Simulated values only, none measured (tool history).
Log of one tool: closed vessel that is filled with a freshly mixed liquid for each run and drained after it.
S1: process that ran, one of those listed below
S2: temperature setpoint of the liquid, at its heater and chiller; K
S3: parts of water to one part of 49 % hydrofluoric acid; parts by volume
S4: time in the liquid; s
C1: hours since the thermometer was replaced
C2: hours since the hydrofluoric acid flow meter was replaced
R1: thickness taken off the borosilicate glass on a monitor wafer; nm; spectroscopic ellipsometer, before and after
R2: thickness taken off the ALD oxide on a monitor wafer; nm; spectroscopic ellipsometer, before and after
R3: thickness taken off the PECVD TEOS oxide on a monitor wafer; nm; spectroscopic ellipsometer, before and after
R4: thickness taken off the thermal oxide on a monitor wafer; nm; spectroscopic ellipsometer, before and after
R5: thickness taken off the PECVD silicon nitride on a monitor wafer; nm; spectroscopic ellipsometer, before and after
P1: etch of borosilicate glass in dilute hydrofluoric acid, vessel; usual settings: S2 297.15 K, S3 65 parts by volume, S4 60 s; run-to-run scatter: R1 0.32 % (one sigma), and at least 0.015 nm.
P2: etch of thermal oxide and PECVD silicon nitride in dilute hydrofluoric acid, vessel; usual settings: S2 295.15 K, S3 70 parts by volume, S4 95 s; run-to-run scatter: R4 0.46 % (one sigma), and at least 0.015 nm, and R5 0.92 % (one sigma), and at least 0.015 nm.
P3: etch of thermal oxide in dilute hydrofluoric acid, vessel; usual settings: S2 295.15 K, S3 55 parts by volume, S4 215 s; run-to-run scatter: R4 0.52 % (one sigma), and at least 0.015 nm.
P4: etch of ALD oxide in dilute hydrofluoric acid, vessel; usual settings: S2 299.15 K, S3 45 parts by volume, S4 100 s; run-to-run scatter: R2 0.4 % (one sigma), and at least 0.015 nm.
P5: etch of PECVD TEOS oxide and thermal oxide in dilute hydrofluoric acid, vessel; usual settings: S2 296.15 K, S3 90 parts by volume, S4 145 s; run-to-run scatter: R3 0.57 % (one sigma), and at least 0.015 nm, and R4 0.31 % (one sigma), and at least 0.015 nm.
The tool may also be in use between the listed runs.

run 1 day=0.383 | S1=P1 S2=297.15 S3=65 S4=60 | C1=343.6 C2=322.2 | R1=34.914
run 2 day=0.971 | S1=P1 S2=297.15 S3=65 S4=30 | C1=357.7 C2=336.3 | R1=17.475
run 3 day=1.612 | S1=P4 S2=299.15 S3=45 S4=175 | C1=373.1 C2=351.7 | R2=98.418
run 4 day=2.212 | S1=P4 S2=299.15 S3=60 S4=100 | C1=387.5 C2=366.1 | R2=41.591
run 5 day=2.7 | S1=P4 S2=299.15 S3=45 S4=100 | C1=399.2 C2=377.8 | R2=56.459
run 6 day=3.1 | S1=P1 S2=297.15 S3=65 S4=60 | C1=408.8 C2=387.4 | R1=34.956
run 7 day=3.567 | S1=P5 S2=296.15 S3=90 S4=145 | C1=420 C2=398.6 | R3=16.361 R4=7.7262
run 8 day=3.875 | S1=P2 S2=290.15 S3=70 S4=95 | C1=427.4 C2=406 | R4=5.0326 R5=1.7176
run 9 day=4.35 | S1=P3 S2=295.15 S3=100 S4=215 | C1=438.8 C2=417.4 | R4=9.1303
run 10 day=4.962 | S1=P1 S2=297.15 S3=65 S4=60 | C1=453.5 C2=432.1 | R1=34.924
run 11 day=5.433 | S1=P5 S2=302.15 S3=90 S4=145 | C1=464.8 C2=443.4 | R3=21.072 R4=9.7762
run 12 day=5.9 | S1=P5 S2=296.15 S3=90 S4=225 | C1=476 C2=454.6 | R3=25.396 R4=11.895
run 13 day=6.446 | S1=P1 S2=297.15 S3=65 S4=100 | C1=489.1 C2=467.7 | R1=57.998
run 14 day=6.746 | S1=P3 S2=295.15 S3=55 S4=215 | C1=496.3 C2=474.9 | R4=17.542
run 15 day=7.375 | S1=P5 S2=296.15 S3=30 S4=145 | C1=511.4 C2=490 | R3=53.406 R4=24.776
run 16 day=7.95 | S1=P1 S2=293.15 S3=65 S4=60 | C1=525.2 C2=503.8 | R1=29.676
run 17 day=8.538 | S1=P2 S2=295.15 S3=130 S4=95 | C1=539.3 C2=517.9 | R4=3.146 R5=1.3496
run 18 day=9.2 | S1=P1 S2=304.65 S3=65 S4=60 | C1=555.2 C2=533.8 | R1=47.169
run 19 day=9.817 | S1=P1 S2=297.15 S3=90 S4=60 | C1=570 C2=548.6 | R1=24.388
run 20 day=10.208 | S1=P1 S2=297.15 S3=25 S4=60 | C1=579.4 C2=558 | R1=96.143
run 21 day=10.796 | S1=P2 S2=295.15 S3=70 S4=175 | C1=593.5 C2=572.1 | R4=11.497 R5=4.5785
run 22 day=11.433 | S1=P5 S2=296.15 S3=90 S4=145 | C1=608.8 C2=587.4 | R3=16.472 R4=7.6844
run 23 day=11.812 | S1=P2 S2=295.15 S3=70 S4=95 | C1=617.9 C2=596.5 | R4=6.1259 R5=2.5128
run 24 day=12.3 | S1=P3 S2=295.15 S3=55 S4=380 | C1=629.6 C2=608.2 | R4=31.024
run 25 day=12.946 | S1=P1 S2=297.15 S3=110 S4=95 | C1=645.1 C2=623.7 | R1=31.107
run 26 day=13.446 | S1=P3 S2=290.15 S3=55 S4=215 | C1=657.1 C2=635.7 | R4=14.258
run 27 day=13.746 | S1=P4 S2=299.15 S3=45 S4=100 | C1=664.3 C2=642.9 | R2=56.698
run 28 day=14.196 | S1=P1 S2=297.15 S3=65 S4=60 | C1=675.1 C2=653.7 | R1=35.054
run 29 day=14.521 | S1=P4 S2=307.15 S3=45 S4=100 | C1=682.9 C2=661.5 | R2=78.314
run 30 day=15.05 | S1=P1 S2=297.15 S3=65 S4=60 | C1=695.6 C2=674.2 | R1=34.781
run 31 day=15.4 | S1=P1 S2=297.15 S3=65 S4=60 | C1=704 C2=682.6 | R1=33.749
run 32 day=15.817 | S1=P1 S2=297.15 S3=65 S4=60 | C1=714 C2=692.6 | R1=33.087
run 33 day=16.325 | S1=P1 S2=297.15 S3=65 S4=60 | C1=726.2 C2=704.8 | R1=32.535
run 34 day=16.725 | S1=P1 S2=297.15 S3=65 S4=60 | C1=735.8 C2=714.4 | R1=32.324
run 35 day=17.179 | S1=P1 S2=297.15 S3=65 S4=60 | C1=746.7 C2=725.3 | R1=31.884
run 36 day=17.496 | S1=P1 S2=297.15 S3=65 S4=60 | C1=754.3 C2=732.9 | R1=32.162
run 37 day=18.121 | S1=P1 S2=297.15 S3=65 S4=60 | C1=769.3 C2=747.9 | R1=31.835
run 38 day=18.704 | S1=P1 S2=297.15 S3=65 S4=60 | C1=783.3 C2=761.9 | R1=32.007

What P1 gives has crept away from where it was. These 2 causes fit the log equally well, each at the size given:
A: liquid colder than its thermometer reads (K) = 2.2
B: hydrofluoric acid flow below the setpoint (%) = 7.94
The creep began at about day 15.05.

4 check runs are offered, each on 3 wafers whose results are averaged, their results left as question marks. Which one tells the causes apart?
run check 1 day=19.288 | S1=P5 S2=296.15 S3=45 S4=145 | R3=? R4=?
run check 2 day=19.288 | S1=P2 S2=295.15 S3=125 S4=95 | R4=? R5=?
run check 3 day=19.288 | S1=P4 S2=299.15 S3=45 S4=175 | R2=?
run check 4 day=19.288 | S1=P3 S2=295.15 S3=90 S4=215 | R4=?

What each check would give under each cause:
check=check_1 result=R3 if_A=31.86 if_B=32.009
check=check_1 result=R4 if_A=14.82 if_B=14.889
check=check_2 result=R4 if_A=2.9779 if_B=2.9583
check=check_2 result=R5 if_A=1.2112 if_B=1.2939
check=check_3 result=R2 if_A=90.635 if_B=90.829
check=check_4 result=R4 if_A=9.3883 if_B=9.3729
How far apart the two closest causes lie, in the result that separates them most: check 1 0.47 %; check 2 6.6 %; check 3 0.21 %; check 4 0.16 %
Only check 2 tells the causes apart: in the others they would give nearly the same result.

Then check 2 was run and gave: R4 2.9925 nm; R5 1.2138 nm. Which cause is it?

It is A: liquid colder than its thermometer reads (K).
